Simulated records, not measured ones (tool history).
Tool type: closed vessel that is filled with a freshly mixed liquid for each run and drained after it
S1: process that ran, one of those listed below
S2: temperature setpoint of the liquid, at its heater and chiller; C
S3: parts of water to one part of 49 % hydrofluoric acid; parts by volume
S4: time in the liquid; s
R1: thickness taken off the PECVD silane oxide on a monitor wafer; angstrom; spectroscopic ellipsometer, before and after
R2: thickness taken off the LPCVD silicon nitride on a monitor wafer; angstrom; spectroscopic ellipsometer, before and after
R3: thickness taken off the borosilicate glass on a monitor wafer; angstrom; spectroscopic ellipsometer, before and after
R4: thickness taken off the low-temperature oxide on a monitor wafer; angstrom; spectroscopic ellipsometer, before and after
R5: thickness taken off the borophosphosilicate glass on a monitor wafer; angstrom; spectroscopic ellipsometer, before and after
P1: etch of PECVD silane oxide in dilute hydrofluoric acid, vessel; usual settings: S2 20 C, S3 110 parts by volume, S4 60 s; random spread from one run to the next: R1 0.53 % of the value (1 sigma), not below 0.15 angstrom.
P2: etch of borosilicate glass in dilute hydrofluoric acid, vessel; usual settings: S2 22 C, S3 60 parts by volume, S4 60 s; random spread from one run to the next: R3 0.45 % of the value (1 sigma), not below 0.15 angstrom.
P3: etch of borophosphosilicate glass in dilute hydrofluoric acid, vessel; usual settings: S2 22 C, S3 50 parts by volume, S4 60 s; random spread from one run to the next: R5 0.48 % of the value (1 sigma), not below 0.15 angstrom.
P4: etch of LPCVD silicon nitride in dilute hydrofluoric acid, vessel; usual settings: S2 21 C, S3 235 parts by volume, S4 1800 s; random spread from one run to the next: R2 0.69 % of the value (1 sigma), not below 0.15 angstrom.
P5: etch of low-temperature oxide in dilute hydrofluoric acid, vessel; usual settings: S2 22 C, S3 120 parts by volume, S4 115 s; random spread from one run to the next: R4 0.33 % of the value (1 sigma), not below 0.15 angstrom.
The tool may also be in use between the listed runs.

run	day	S1	S2	S3	S4	R1	R2	R3	R4	R5
1	0.462	P1	20	110	60	216.04				
2	0.933	P4	17.5	235	1800		27.483			
3	1.433	P2	22	25	60			1042		
4	2.021	P5	22	120	115				233.13	
5	2.508	P1	20	110	85	305.1				
6	2.838	P5	22	205	115				124.75	
7	3.346	P4	21	235	595		11.628			
8	3.796	P1	20	110	60	217.52				
9	4.138	P1	23.5	110	60	249.47				
10	4.754	P3	22	50	60					627.78
11	5.254	P1	20	110	30	107.58				
12	5.592	P2	22	60	30			206.47		
13	5.896	P4	21	75	1800		106.42			
14	6.438	P4	21	235	1800		34.779			
15	6.858	P1	20	110	60	215.76				
16	7.204	P1	20	110	60	216.38				
17	7.779	P5	22	120	55				110.85	
18	8.154	P3	22	50	60					628.22
19	8.508	P1	20	45	30	283.74				
20	8.958	P3	22	50	95					986.05
21	9.392	P5	22	120	115				232.03	
22	9.712	P3	22	70	60					437.53
23	10.158	P1	20	110	60	216.41				
24	10.642	P3	17	50	60					505.54
25	11.262	P1	20	20	60	1324.6				

What does the tool deliver on the next run?
26	11.821	P2	22	60	60			?		

Run 26 measured R3 415.14 angstrom.
